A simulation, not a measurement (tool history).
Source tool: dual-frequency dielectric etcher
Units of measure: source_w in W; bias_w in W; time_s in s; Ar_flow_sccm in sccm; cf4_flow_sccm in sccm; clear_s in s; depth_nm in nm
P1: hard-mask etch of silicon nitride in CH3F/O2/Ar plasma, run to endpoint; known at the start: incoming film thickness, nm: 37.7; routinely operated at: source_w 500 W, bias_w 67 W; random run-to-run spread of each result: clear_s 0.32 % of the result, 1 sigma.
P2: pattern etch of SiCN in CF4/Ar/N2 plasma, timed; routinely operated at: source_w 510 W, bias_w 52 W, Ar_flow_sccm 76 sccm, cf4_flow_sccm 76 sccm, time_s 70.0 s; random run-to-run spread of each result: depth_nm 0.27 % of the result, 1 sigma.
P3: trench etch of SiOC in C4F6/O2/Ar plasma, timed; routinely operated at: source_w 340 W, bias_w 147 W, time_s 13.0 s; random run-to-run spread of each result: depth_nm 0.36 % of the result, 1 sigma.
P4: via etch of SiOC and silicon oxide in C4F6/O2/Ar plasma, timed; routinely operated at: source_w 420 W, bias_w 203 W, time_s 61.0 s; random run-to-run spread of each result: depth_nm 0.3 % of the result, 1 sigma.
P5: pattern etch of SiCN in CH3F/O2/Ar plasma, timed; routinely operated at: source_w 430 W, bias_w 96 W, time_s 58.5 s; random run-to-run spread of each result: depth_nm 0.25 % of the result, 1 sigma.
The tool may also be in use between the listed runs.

run	day	process	source_w	bias_w	time_s	Ar_flow_sccm	cf4_flow_sccm	hours since the last wet clean	hours since the last source power generator calibration	hours since the last bias power generator calibration	clear_s	depth_nm
1	0.229	P1	500	67				236.5	1059.0	1774.7	50.360	
2	0.450	P1	500	41				241.8	1064.3	1780.0	58.950	
3	0.696	P1	500	67				247.7	1070.2	1785.9	50.605	
4	0.933	P5	550	96	58.5			253.4	1075.9	1791.6		27.692
5	1.083	P1	620	46				257.0	1079.5	1795.2	52.237	
6	1.362	P5	430	96	58.5			263.7	1086.2	1801.9		25.319
7	1.625	P4	420	203	61.0			270.0	1092.5	1808.2		71.186
8	1.900	P1	670	67				276.6	1099.1	1814.8	45.315	
9	2.146	P2	510	52	70.0	76	98	282.5	1105.0	1820.7		67.648
10	2.421	P4	420	126	61.0			289.1	1111.6	1827.3		61.354
11	2.617	P1	370	81				293.8	1116.3	1832.0	53.048	
12	2.883	P3	340	147	13.0			300.2	1122.7	1838.4		23.549
13	3.138	P3	470	147	13.0			306.3	1128.8	1844.5		26.690
14	3.292	P2	510	52	48.5	76	76	310.0	1132.5	1848.2		45.225
15	3.475	P5	430	96	38.5			314.4	1136.9	1852.6		16.588
16	3.708	P1	500	67				320.0	1142.5	1858.2	50.661	
17	3.858	P2	650	52	70.0	76	76	323.6	1146.1	1861.8		81.604
18	4.138	P3	340	208	13.0			330.3	1152.8	1868.5		26.269
19	4.438	P1	500	67				337.5	1160.0	1875.7	51.011	
20	4.662	P1	500	84				342.9	1165.4	1881.1	46.927	
21	4.808	P1	380	47				346.4	1168.9	1884.6	63.017	
22	4.979	P3	340	147	9.0			350.5	1173.0	1888.7		16.178
23	5.271	P2	510	52	70.0	55	76	357.5	1180.0	1895.7		68.482
24	5.521	P5	430	96	58.5			363.5	1186.0	1901.7		25.385
25	5.792	P1	500	67				370.0	1192.5	1908.2	50.697	
26	6.021	P1	500	67				375.5	1198.0	1913.7	50.533	
27	6.325	P4	420	203	44.0			382.8	1205.3	1921.0		51.312
28	6.479	P5	430	122	58.5			386.5	1209.0	1924.7		27.783
29	6.692	P2	510	52	70.0	76	76	391.6	1214.1	1929.8		65.432
30	6.875	P2	510	52	70.0	76	76	396.0	1218.5	1934.2		65.510
31	7.092	P4	530	203	61.0			401.2	1223.7	1939.4		77.806
32	7.350	P1	390	67				407.4	1229.9	1945.6	55.778	
33	7.517	P2	510	63	70.0	76	76	411.4	1233.9	1949.6		69.522
34	7.767	P1	500	67				417.4	1239.9	1955.6	50.555	
35	7.900	P1	500	67				420.6	1243.1	1958.8	50.549	
36	8.183	P1	500	67				427.4	1249.9	1965.6	50.198	
37	8.392	P1	500	67				432.4	1254.9	1970.6	50.263	
# day 8.679: wet clean of the chamber
38	8.692	P1	500	67				0.3	1262.1	1977.8	50.070	
39	8.883	P1	500	67				4.9	1266.7	1982.4	49.740	
40	9.021	P1	500	67				8.2	1270.0	1985.7	49.876	
41	9.175	P1	500	67				11.9	1273.7	1989.4	49.747	
42	9.321	P1	500	67				15.4	1277.2	1992.9	49.868	
43	9.588	P1	500	67				21.8	1283.6	1999.3	49.754	
44	9.725	P1	500	67				25.1	1286.9	2002.6	49.855	
45	9.929	P1	500	67				30.0	1291.8	2007.5	49.908	

Compared with where it was, what P1 gives has crept away. Each cause listed below fits the log as well as the rest, at the size given for it:
A: source power that arrives over what is set, % = 4.26
B: bias power that arrives over what is set, % = 4.92
The gradual shift began around day 7.767.
The rest of the possible causes, and what rules out each one:
chamber walls in a state that raises the etch rate, %: serviced after onset, at day 8.679, with no recovery of the prior output

Listed below are the offered check runs, one wafer per run, with question marks in place of results. For which of them would the causes give clearly different outcomes?
check 1	10.133	P4	420	174	61.0							?
check 2	10.133	P3	460	197	13.0							?
check 3	10.133	P2	510	52	70.0	59	76					?
check 4	10.133	P5	430	96	44.0							?

Predicted outcomes, by check and by cause:
check	result	if A	if B
check 1	depth_nm	68.747	68.689
check 2	depth_nm	29.350	29.327
check 3	depth_nm	70.388	68.759
check 4	depth_nm	19.369	19.418
Minimum pairwise separation of causes per check, each pair taken at its best-separating result: check 1 0.08 %; check 2 0.08 %; check 3 2.34 %; check 4 0.25 %
Of the check runs offered, only check 3 discriminates between the causes; the rest would read about the same regardless of which cause applies.

After running check 3, the following was obtained: depth_nm 70.514 nm. Which cause does this point to?

It is A: source power that arrives over what is set, %.

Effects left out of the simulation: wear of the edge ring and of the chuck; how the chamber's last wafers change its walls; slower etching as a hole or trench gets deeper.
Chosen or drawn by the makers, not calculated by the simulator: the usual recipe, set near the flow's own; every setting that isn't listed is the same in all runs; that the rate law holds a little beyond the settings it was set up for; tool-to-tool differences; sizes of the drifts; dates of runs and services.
